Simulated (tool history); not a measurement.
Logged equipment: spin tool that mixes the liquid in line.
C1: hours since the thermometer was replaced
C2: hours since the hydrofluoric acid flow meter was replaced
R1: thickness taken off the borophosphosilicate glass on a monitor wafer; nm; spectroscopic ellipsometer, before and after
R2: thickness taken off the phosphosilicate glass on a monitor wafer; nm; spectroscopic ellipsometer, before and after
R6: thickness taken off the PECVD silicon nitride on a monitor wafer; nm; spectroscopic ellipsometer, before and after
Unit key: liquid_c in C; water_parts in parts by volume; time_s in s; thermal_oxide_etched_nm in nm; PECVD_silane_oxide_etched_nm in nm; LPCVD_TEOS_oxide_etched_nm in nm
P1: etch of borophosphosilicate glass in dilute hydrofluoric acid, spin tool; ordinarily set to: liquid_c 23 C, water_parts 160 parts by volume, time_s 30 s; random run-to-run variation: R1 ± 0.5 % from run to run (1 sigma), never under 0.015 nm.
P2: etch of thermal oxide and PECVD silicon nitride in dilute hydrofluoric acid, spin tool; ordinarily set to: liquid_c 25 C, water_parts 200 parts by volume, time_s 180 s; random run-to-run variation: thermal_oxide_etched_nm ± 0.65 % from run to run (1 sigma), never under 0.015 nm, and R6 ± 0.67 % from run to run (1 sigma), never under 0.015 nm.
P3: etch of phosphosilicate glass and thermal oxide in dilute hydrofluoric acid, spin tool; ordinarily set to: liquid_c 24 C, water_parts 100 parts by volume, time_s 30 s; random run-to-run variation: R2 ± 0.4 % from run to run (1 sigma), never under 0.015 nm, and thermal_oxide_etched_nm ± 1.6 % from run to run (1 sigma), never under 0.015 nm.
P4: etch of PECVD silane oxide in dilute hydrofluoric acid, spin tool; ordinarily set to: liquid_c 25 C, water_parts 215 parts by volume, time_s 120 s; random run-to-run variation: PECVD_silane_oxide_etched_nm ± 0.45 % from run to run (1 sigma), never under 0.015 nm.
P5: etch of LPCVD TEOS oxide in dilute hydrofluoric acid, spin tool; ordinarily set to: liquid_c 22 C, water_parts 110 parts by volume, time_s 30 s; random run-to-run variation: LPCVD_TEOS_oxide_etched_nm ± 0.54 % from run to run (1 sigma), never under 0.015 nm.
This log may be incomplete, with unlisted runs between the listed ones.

Run 1, day 0.638: process P1, liquid_c 23 C, water_parts 160 parts by volume, time_s 30 s; C1 909.1; C2 786. Result: R1 13.954 nm.
Run 2, day 1.229: process P3, liquid_c 31 C, water_parts 100 parts by volume, time_s 30 s; C1 923.3; C2 800.2. Result: R2 23.581 nm, thermal_oxide_etched_nm 1.8432 nm.
Run 3, day 1.717: process P1, liquid_c 23 C, water_parts 100 parts by volume, time_s 30 s; C1 935; C2 811.9. Result: R1 23.749 nm.
Run 4, day 2.454: process P1, liquid_c 23 C, water_parts 160 parts by volume, time_s 30 s; C1 952.7; C2 829.6. Result: R1 14.1 nm.
Run 5, day 2.888: process P3, liquid_c 24 C, water_parts 100 parts by volume, time_s 30 s; C1 963.1; C2 840. Result: R2 18.075 nm, thermal_oxide_etched_nm 1.3975 nm.
Run 6, day 3.554: process P1, liquid_c 23 C, water_parts 160 parts by volume, time_s 30 s; C1 979.1; C2 856. Result: R1 13.969 nm.
Run 7, day 4.188: process P4, liquid_c 25 C, water_parts 215 parts by volume, time_s 60 s; C1 994.3; C2 871.2. Result: PECVD_silane_oxide_etched_nm 6.002 nm.
Run 8, day 4.721: process P1, liquid_c 23 C, water_parts 160 parts by volume, time_s 30 s; C1 1007.1; C2 884. Result: R1 13.922 nm.
Run 9, day 5.325: process P1, liquid_c 31 C, water_parts 160 parts by volume, time_s 30 s; C1 1021.6; C2 898.5. Result: R1 18.626 nm.
Run 10, day 5.892: process P5, liquid_c 22 C, water_parts 110 parts by volume, time_s 15 s; C1 1035.2; C2 912.1. Result: LPCVD_TEOS_oxide_etched_nm 4.454 nm.
Run 11, day 6.567: process P1, liquid_c 23 C, water_parts 160 parts by volume, time_s 15 s; C1 1051.4; C2 928.3. Result: R1 7.0497 nm.
Run 12, day 7.104: process P1, liquid_c 17 C, water_parts 160 parts by volume, time_s 30 s; C1 1064.3; C2 941.2. Result: R1 10.947 nm.
Run 13, day 7.525: process P1, liquid_c 23 C, water_parts 160 parts by volume, time_s 30 s; C1 1074.4; C2 951.3. Result: R1 14.023 nm.
Run 14, day 7.988: process P2, liquid_c 25 C, water_parts 300 parts by volume, time_s 180 s; C1 1085.5; C2 962.4. Result: thermal_oxide_etched_nm 2.4079 nm, R6 2.8598 nm.
Run 15, day 8.55: process P4, liquid_c 31 C, water_parts 215 parts by volume, time_s 120 s; C1 1099; C2 975.9. Result: PECVD_silane_oxide_etched_nm 14.91 nm.
Run 16, day 9.012: process P4, liquid_c 25 C, water_parts 120 parts by volume, time_s 120 s; C1 1110.1; C2 987. Result: PECVD_silane_oxide_etched_nm 24.041 nm.
Run 17, day 9.388: process P5, liquid_c 22 C, water_parts 175 parts by volume, time_s 30 s; C1 1119.1; C2 996. Result: LPCVD_TEOS_oxide_etched_nm 5.2171 nm.
Run 18, day 9.842: process P3, liquid_c 24 C, water_parts 145 parts by volume, time_s 30 s; C1 1130; C2 1006.9. Result: R2 11.89 nm, thermal_oxide_etched_nm 0.88001 nm.
Run 19, day 10.417: process P4, liquid_c 25 C, water_parts 215 parts by volume, time_s 120 s; C1 1143.8; C2 1020.7. Result: PECVD_silane_oxide_etched_nm 12.074 nm.
Run 20, day 10.942: process P1, liquid_c 23 C, water_parts 290 parts by volume, time_s 30 s; C1 1156.4; C2 1033.3. Result: R1 6.7401 nm.
Run 21, day 11.583: process P5, liquid_c 26.5 C, water_parts 110 parts by volume, time_s 30 s; C1 1171.8; C2 1048.7. Result: LPCVD_TEOS_oxide_etched_nm 10.519 nm.
Run 22, day 12.062: process P1, liquid_c 23 C, water_parts 160 parts by volume, time_s 30 s; C1 1183.3; C2 1060.2. Result: R1 13.964 nm.
Run 23, day 12.6: process P1, liquid_c 23 C, water_parts 160 parts by volume, time_s 30 s; C1 1196.2; C2 1073.1. Result: R1 13.936 nm.
Run 24, day 12.962: process P2, liquid_c 25 C, water_parts 200 parts by volume, time_s 335 s; C1 1204.9; C2 1081.8. Result: thermal_oxide_etched_nm 7.5023 nm, R6 8.0196 nm.
Run 25, day 13.392: process P3, liquid_c 24 C, water_parts 100 parts by volume, time_s 15 s; C1 1215.2; C2 1092.1. Result: R2 9.0319 nm, thermal_oxide_etched_nm 0.65977 nm.
Run 26, day 13.729: process P2, liquid_c 21 C, water_parts 200 parts by volume, time_s 180 s; C1 1223.3; C2 1100.2. Result: thermal_oxide_etched_nm 3.4737 nm, R6 3.3078 nm.
Run 27, day 14.367: process P5, liquid_c 22 C, water_parts 110 parts by volume, time_s 30 s; C1 1238.6; C2 1115.5. Result: LPCVD_TEOS_oxide_etched_nm 8.8737 nm.
Run 28, day 15.017: process P1, liquid_c 23 C, water_parts 160 parts by volume, time_s 45 s; C1 1254.2; C2 1131.1. Result: R1 21.065 nm.
Run 29, day 15.425: process P2, liquid_c 25 C, water_parts 200 parts by volume, time_s 180 s; C1 1264; C2 1140.9. Result: thermal_oxide_etched_nm 4.0607 nm, R6 4.2536 nm.
Run 30, day 15.762: process P1, liquid_c 29.5 C, water_parts 275 parts by volume, time_s 30 s; C1 1272.1; C2 1149. Result: R1 9.0792 nm.
Run 31, day 16.325: process P1, liquid_c 23 C, water_parts 160 parts by volume, time_s 30 s; C1 1285.6; C2 1162.5. Result: R1 13.911 nm.
Run 32, day 16.958: process P1, liquid_c 23 C, water_parts 160 parts by volume, time_s 30 s; C1 1300.8; C2 1177.7. Result: R1 14.588 nm.
Run 33, day 17.458: process P1, liquid_c 23 C, water_parts 160 parts by volume, time_s 30 s; C1 1312.8; C2 1189.7. Result: R1 14.83 nm.
Run 34, day 17.988: process P1, liquid_c 23 C, water_parts 160 parts by volume, time_s 30 s; C1 1325.5; C2 1202.4. Result: R1 14.929 nm.
Run 35, day 18.321: process P1, liquid_c 23 C, water_parts 160 parts by volume, time_s 30 s; C1 1333.5; C2 1210.4. Result: R1 14.854 nm.
Run 36, day 18.733: process P1, liquid_c 23 C, water_parts 160 parts by volume, time_s 30 s; C1 1343.4; C2 1220.3. Result: R1 15.022 nm.
Run 37, day 19.275: process P1, liquid_c 23 C, water_parts 160 parts by volume, time_s 30 s; C1 1356.4; C2 1233.3. Result: R1 15.037 nm.
Run 38, day 19.696: process P1, liquid_c 23 C, water_parts 160 parts by volume, time_s 30 s; C1 1366.5; C2 1243.4. Result: R1 15.046 nm.

P1 has crept away from where it was. The log is fitted equally well by each of these 2 causes, at the sizes shown:
A: liquid hotter than its thermometer reads (K) = 1.94
B: hydrofluoric acid flow above the setpoint (%) = 6.48
Creep in the process output first set in at about day 16.325.

The check runs listed below each take one wafer, and their results are still question marks. Under which run would the listed causes lead to clearly different results?
Run check 1, day 20.117: process P4, liquid_c 25 C, water_parts 215 parts by volume, time_s 120 s. Result: PECVD_silane_oxide_etched_nm ?.
Run check 2, day 20.117: process P5, liquid_c 22 C, water_parts 110 parts by volume, time_s 30 s. Result: LPCVD_TEOS_oxide_etched_nm ?.
Run check 3, day 20.117: process P2, liquid_c 25 C, water_parts 200 parts by volume, time_s 180 s. Result: thermal_oxide_etched_nm ?, R6 ?.
Run check 4, day 20.117: process P3, liquid_c 24 C, water_parts 100 parts by volume, time_s 30 s. Result: R2 ?, thermal_oxide_etched_nm ?.

Outcome of each check run for each possible cause:
  check                        result    if A    if B
check 1  PECVD_silane_oxide_etched_nm   12.89  12.988
check 2    LPCVD_TEOS_oxide_etched_nm  9.6325  9.5698
check 3       thermal_oxide_etched_nm  4.3392  4.3658
check 3                            R6  4.8112    4.54
check 4                            R2  19.468  19.355
check 4       thermal_oxide_etched_nm  1.4891  1.4804
Smallest distance between any two causes, each pair judged by its most separating result, in per cent: check 1 0.76 %; check 2 0.65 %; check 3 5.8 %; check 4 0.58 %
Check 3 is the one run that separates the causes; every other check would come out nearly the same whichever cause is at work.

Check 3 has now been run. It gave: thermal_oxide_etched_nm 4.3506 nm; R6 4.8079 nm. Which of the candidate causes is it?

A is the cause: liquid hotter than its thermometer reads (K).

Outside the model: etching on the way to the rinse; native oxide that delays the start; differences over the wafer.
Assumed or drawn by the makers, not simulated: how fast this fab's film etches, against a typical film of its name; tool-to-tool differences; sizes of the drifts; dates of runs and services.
